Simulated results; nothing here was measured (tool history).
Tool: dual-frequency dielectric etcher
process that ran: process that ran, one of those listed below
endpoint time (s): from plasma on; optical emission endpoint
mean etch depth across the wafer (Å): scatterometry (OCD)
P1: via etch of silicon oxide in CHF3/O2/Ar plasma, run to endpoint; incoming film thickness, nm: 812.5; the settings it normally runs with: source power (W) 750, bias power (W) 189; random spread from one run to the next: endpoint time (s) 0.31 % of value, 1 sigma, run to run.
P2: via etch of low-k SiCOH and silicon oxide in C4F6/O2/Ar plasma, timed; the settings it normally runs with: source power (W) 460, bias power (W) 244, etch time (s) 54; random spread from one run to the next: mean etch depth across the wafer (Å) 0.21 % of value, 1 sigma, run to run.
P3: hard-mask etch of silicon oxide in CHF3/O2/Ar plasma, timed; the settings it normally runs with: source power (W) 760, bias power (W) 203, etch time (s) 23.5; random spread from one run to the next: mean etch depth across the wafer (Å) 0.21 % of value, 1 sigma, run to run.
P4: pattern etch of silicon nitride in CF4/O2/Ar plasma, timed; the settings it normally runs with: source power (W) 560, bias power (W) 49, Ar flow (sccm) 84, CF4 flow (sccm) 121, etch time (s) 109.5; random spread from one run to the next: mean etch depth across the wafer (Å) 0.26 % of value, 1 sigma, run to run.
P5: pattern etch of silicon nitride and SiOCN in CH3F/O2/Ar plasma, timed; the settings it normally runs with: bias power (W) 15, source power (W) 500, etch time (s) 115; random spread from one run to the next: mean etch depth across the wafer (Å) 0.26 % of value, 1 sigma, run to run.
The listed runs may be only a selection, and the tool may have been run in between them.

run,day,process that ran,source power (W),bias power (W),etch time (s),Ar flow (sccm),CF4 flow (sccm),endpoint time (s),mean etch depth across the wafer (Å)
1,0.617,P1,750,189,,,,358.21,
2,1.229,P1,1030,136,,,,348.83,
3,1.658,P1,1040,142,,,,346.3,
4,2.121,P1,1030,264,,,,283.4,
5,2.446,P2,460,244,54,,,,1420.9
6,2.792,P2,600,244,54,,,,1576.5
7,3.233,P5,500,15,115,,,,138.64
8,3.688,P2,460,142,54,,,,1198.7
9,4.404,P4,560,30,109.5,84,121,,2032.3
10,4.775,P4,560,49,109.5,106,121,,2339.7
11,5.429,P3,760,203,23.5,,,,516.39
12,5.954,P5,390,15,115,,,,126.83
13,6.542,P1,750,189,,,,355.57,
# day 6.804: source power generator calibrated
14,7.183,P4,770,49,109.5,84,121,,3169.8
# day 7.25: wet clean of the chamber
15,7.612,P1,750,189,,,,355.74,
16,8.267,P1,750,189,,,,357.77,
17,8.846,P1,750,132,,,,400.82,
18,9.421,P4,560,49,109.5,84,121,,2410.1
19,9.979,P1,580,189,,,,393.27,
20,10.508,P1,750,229,,,,333.88,
21,10.983,P2,460,244,74.5,,,,1963.6
22,11.675,P4,560,49,109.5,84,160,,2459.2
23,12.292,P3,760,203,34,,,,745.26
24,12.938,P1,750,189,,,,356.08,
25,13.329,P5,500,15,115,,,,138.82
26,13.812,P3,760,284,23.5,,,,580.34
27,14.475,P3,480,203,23.5,,,,433.48
28,15.083,P1,750,189,,,,358.75,
29,15.546,P1,750,189,,,,355.82,
30,15.979,P5,500,18,115,,,,149.48
31,16.6,P2,460,244,54,,,,1418.4
32,16.983,P1,960,189,,,,323.43,
33,17.475,P5,500,15,90,,,,108.69
34,18.046,P4,560,49,68.5,84,121,,1499.1
35,18.683,P4,560,49,109.5,84,121,,2398.1
36,19.312,P1,750,189,,,,358.21,
37,19.792,P1,750,189,,,,357.13,
38,20.233,P1,750,189,,,,360.7,
39,20.821,P1,750,189,,,,360.8,
40,21.142,P1,750,189,,,,360.41,
41,21.679,P1,750,189,,,,362.18,
42,22.296,P1,750,189,,,,362.29,
43,22.962,P1,750,189,,,,362.44,
# day 23.354: wet clean of the chamber
44,23.533,P1,750,189,,,,362.21,
45,24.154,P1,750,189,,,,362.24,
46,24.746,P1,750,189,,,,361.06,

P1 no longer gives what it gave before; its output has crept away from where it was. The following 2 causes, each at its listed size, fit the log equally well:
A: source power that arrives under what is set, % = 4.03
B: bias power that arrives under what is set, % = 4.62
The onset of the drift is placed at about day 19.312.
Excluded causes, each with its reason:
chamber walls in a state that lowers the etch rate, %: serviced at day 23.354, after the drift had started, without restoring the earlier output

4 check runs are offered, one wafer each, their results left as question marks. Which one tells the causes apart?
check 1,25.338,P2,570,244,73.5,,,,?
check 2,25.338,P3,530,203,33,,,,?
check 3,25.338,P4,560,49,109.5,84,159,,?
check 4,25.338,P5,420,15,115,,,,?

Outcome of each check run for each possible cause:
check,result,if A,if B
check 1,mean etch depth across the wafer (Å),2068.4,2069.3
check 2,mean etch depth across the wafer (Å),620.61,620.13
check 3,mean etch depth across the wafer (Å),2377.7,2425.8
check 4,mean etch depth across the wafer (Å),128.55,128.02
Smallest distance between any two causes, each pair judged by its most separating result, in per cent: check 1 0.04 %; check 2 0.08 %; check 3 2.01 %; check 4 0.41 %
The causes can be told apart only by check 3. The other checks would give nearly the same results under each of them.

Here is what check 3 returned: mean etch depth across the wafer (Å) 2372.9. Which cause is it?

A is the cause: source power that arrives under what is set, %.

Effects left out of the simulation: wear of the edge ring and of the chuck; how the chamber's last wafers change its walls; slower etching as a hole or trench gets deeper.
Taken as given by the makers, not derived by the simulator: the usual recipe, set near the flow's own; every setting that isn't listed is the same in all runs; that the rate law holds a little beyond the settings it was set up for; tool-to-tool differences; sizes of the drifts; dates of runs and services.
